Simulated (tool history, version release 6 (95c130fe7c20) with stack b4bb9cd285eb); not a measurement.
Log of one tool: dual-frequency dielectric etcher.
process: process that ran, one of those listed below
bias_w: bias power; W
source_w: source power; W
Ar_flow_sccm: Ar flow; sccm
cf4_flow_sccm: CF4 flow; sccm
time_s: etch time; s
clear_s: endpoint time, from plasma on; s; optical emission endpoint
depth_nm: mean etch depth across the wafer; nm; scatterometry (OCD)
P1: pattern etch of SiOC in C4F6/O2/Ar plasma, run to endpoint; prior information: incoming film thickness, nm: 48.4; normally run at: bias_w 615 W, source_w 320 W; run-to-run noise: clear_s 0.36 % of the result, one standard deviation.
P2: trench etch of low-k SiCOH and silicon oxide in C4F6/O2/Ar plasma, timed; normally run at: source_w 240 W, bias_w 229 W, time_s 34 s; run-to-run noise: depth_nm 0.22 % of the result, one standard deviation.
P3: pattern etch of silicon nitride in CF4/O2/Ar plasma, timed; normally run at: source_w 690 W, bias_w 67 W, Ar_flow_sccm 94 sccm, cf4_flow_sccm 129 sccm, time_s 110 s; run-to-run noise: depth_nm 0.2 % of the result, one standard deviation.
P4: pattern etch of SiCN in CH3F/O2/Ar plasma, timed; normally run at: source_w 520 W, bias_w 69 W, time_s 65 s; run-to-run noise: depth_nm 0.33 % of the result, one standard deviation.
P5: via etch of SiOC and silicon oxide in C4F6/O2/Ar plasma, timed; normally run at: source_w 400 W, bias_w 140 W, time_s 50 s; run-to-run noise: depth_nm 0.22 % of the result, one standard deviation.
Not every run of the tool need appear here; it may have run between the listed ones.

run	day	process	bias_w	source_w	Ar_flow_sccm	cf4_flow_sccm	time_s	hours since the last wet clean	hours since the last bias power generator calibration	hours since the last source power generator calibration	clear_s	depth_nm
1	0.4	P1	615	320				291.7	2288.4	2104.7	16.366	
2	0.717	P3	67	840	94	129	110	299.3	2296	2112.3		372.6
3	1.133	P5	140	400			50	309.3	2306	2122.3		51.451
4	1.538	P4	69	520			65	319	2315.7	2132		26.754
5	1.858	P1	615	320				326.7	2323.4	2139.7	16.471	
6	2.233	P1	394	240				335.7	2332.4	2148.7	21.721	
7	2.583	P2	314	240			34	344.1	2340.8	2157.1		104.16
8	2.929	P1	756	320				352.4	2349.1	2165.4	15.241	
9	3.154	P3	67	690	119	129	110	357.8	2354.5	2170.8		306.08
10	3.55	P3	67	690	94	129	110	367.3	2364	2180.3		313.38
# day 3.658: source power generator calibrated
11	3.762	P1	615	320				372.4	2369.1	2.6	16.366	
12	4.133	P4	69	630			65	381.3	2378	11.5		28.796
13	4.396	P5	140	400			50	387.6	2384.3	17.8		51.4
14	4.792	P2	229	240			21.5	397.1	2393.8	27.3		58.56
15	5.075	P5	193	400			50	403.9	2400.6	34.1		56.86
16	5.333	P1	615	240				410.1	2406.8	40.3	18.067	
17	5.642	P1	615	320				417.5	2414.2	47.7	16.442	
18	5.896	P2	229	310			34	423.6	2420.3	53.8		102.57
19	6.15	P1	615	430				429.7	2426.4	59.9	14.642	
20	6.404	P3	67	690	94	181	110	435.8	2432.5	66		324.31
# day 6.708: wet clean of the chamber
21	6.746	P1	424	390				0.9	2440.7	74.2	17.581	
22	7.092	P4	69	520			65	9.2	2449	82.5		26.718
23	7.525	P3	67	690	94	129	65	19.6	2459.4	92.9		184.97
24	7.875	P2	229	240			34	28	2467.8	101.3		92.794
25	8.079	P1	615	320				32.9	2472.7	106.2	16.419	
26	8.5	P5	140	280			50	43	2482.8	116.3		44.886
27	8.804	P4	45	520			65	50.3	2490.1	123.6		23.385
28	9.112	P1	479	320				57.7	2497.5	131	18.127	
29	9.4	P5	140	400			27.5	64.6	2504.4	137.9		28.335
30	9.604	P1	428	440				69.5	2509.3	142.8	16.666	
31	9.912	P3	50	690	94	129	110	76.9	2516.7	150.2		281.7
32	10.183	P4	69	520			88.5	83.4	2523.2	156.7		36.346
33	10.608	P1	615	320				93.6	2533.4	166.9	16.473	
34	10.842	P1	615	320				99.2	2539	172.5	16.538	
35	11.1	P1	615	320				105.4	2545.2	178.7	16.589	
36	11.35	P1	615	320				111.4	2551.2	184.7	16.682	
37	11.775	P1	615	320				121.6	2561.4	194.9	16.584	
38	12.154	P1	615	320				130.7	2570.5	204	16.714	
39	12.371	P1	615	320				135.9	2575.7	209.2	16.77	
# day 12.625: wet clean of the chamber
40	12.758	P1	615	320				3.3	2585	218.5	16.712	
41	13.175	P1	615	320				13.3	2595	228.5	16.773	
42	13.538	P1	615	320				22	2603.7	237.2	16.651	

Compared with where it was, what P1 gives has crept away. Each cause listed below fits the log as well as the rest, at the size given for it:
A: bias power that arrives under what is set, % = 4.53
B: source power that arrives under what is set, % = 4.8
The drift started at roughly day 10.608.
Why every other cause is out:
chamber walls in a state that lowers the etch rate, %: its service at day 12.625 followed the start of the drift and did not put the process back to its old value

Each of the 4 check runs below uses one wafer; its results are left as question marks. Which run tells the causes apart?
check 1	13.9	P5	176	400			50					?
check 2	13.9	P4	48	520			77.5					?
check 3	13.9	P3	67	690	94	173	110					?
check 4	13.9	P2	309	310			34					?

Check results expected under each cause:
check	result	if A	if B
check 1	depth_nm	54.426	54.193
check 2	depth_nm	27.902	27.769
check 3	depth_nm	316.92	308.72
check 4	depth_nm	112.02	111.8
Per check, the gap between the least separated pair of causes, taken in the result that splits them most: check 1 0.43 %; check 2 0.48 %; check 3 2.62 %; check 4 0.2 %
Of the check runs offered, only check 3 discriminates between the causes; the rest would read about the same regardless of which cause applies.

Check 3 was then run and gave: depth_nm 307.91 nm. Which cause is it?

It was cause B: source power that arrives under what is set, %.

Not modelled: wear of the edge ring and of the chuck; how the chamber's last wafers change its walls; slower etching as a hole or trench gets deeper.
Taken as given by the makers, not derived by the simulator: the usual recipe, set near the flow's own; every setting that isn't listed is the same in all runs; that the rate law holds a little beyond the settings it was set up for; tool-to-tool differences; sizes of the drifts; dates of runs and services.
